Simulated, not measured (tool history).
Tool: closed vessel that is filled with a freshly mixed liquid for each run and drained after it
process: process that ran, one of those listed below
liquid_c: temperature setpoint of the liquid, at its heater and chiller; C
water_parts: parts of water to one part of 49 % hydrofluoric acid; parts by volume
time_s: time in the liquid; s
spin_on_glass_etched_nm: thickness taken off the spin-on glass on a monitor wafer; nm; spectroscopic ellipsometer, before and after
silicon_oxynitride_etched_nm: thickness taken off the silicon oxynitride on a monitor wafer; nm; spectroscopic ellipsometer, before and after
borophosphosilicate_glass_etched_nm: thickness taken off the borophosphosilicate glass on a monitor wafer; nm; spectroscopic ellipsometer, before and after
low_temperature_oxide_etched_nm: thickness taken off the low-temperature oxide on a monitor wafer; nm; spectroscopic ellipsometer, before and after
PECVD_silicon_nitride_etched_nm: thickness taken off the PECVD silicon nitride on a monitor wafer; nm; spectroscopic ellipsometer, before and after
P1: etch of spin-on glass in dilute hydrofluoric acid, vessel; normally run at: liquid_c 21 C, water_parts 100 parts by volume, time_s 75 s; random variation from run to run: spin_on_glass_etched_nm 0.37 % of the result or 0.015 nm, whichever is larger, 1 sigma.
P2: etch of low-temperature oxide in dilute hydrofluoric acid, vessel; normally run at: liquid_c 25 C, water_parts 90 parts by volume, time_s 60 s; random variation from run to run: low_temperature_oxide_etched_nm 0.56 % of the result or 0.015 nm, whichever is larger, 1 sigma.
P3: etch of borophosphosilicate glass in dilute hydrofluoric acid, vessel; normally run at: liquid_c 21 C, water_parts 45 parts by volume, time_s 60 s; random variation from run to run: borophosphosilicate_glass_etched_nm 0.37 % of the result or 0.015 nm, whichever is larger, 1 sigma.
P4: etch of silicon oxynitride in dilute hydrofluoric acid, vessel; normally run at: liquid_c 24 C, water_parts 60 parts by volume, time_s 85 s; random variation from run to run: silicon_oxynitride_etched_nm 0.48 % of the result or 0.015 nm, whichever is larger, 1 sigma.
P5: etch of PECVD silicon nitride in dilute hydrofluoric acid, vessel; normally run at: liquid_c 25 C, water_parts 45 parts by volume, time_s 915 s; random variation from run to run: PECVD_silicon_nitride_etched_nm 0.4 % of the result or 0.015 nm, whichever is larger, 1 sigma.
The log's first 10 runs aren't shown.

| run | day | process | liquid_c | water_parts | time_s | spin_on_glass_etched_nm | silicon_oxynitride_etched_nm | borophosphosilicate_glass_etched_nm | low_temperature_oxide_etched_nm | PECVD_silicon_nitride_etched_nm |
|---|---|---|---|---|---|---|---|---|---|---|
| 11 | 3.292 | P1 | 21 | 100 | 75 | 27.139 |  |  |  |  |
| 12 | 3.642 | P1 | 21 | 100 | 145 | 52.586 |  |  |  |  |
| 13 | 3.842 | P2 | 33.5 | 90 | 60 |  |  |  | 33.533 |  |
| 14 | 4.204 | P1 | 21 | 100 | 75 | 27.183 |  |  |  |  |
| 15 | 4.392 | P1 | 21 | 100 | 30 | 10.906 |  |  |  |  |
| 16 | 4.696 | P2 | 25 | 20 | 60 |  |  |  | 120.98 |  |
| 17 | 4.933 | P1 | 21 | 100 | 75 | 27.281 |  |  |  |  |
| 18 | 5.204 | P5 | 25 | 30 | 915 |  |  |  |  | 62.145 |
| 19 | 5.467 | P1 | 17 | 100 | 140 | 43.086 |  |  |  |  |
| 20 | 5.679 | P1 | 25 | 100 | 75 | 32.032 |  |  |  |  |
| 21 | 5.933 | P1 | 17 | 100 | 115 | 35.226 |  |  |  |  |
| 22 | 6.171 | P4 | 24 | 60 | 85 |  | 4.7058 |  |  |  |
|  | 6.508 | thermometer replaced |
| 23 | 6.542 | P3 | 29.5 | 45 | 60 |  |  | 82.525 |  |  |
| 24 | 6.896 | P3 | 21 | 45 | 105 |  |  | 102.01 |  |  |
| 25 | 7.183 | P4 | 31.5 | 60 | 85 |  | 6.6612 |  |  |  |
| 26 | 7.504 | P4 | 24 | 60 | 40 |  | 2.207 |  |  |  |
| 27 | 7.783 | P2 | 25 | 90 | 30 |  |  |  | 12.083 |  |
| 28 | 8.208 | P1 | 21 | 25 | 75 | 118.93 |  |  |  |  |
| 29 | 8.396 | P1 | 21 | 100 | 75 | 27.094 |  |  |  |  |

Run 30 comes next. What will it give?
| 30 | 8.767 | P5 | 17 | 45 | 915 |  |  |  |  | ? |

PECVD_silicon_nitride_etched_nm: 24.133 nm

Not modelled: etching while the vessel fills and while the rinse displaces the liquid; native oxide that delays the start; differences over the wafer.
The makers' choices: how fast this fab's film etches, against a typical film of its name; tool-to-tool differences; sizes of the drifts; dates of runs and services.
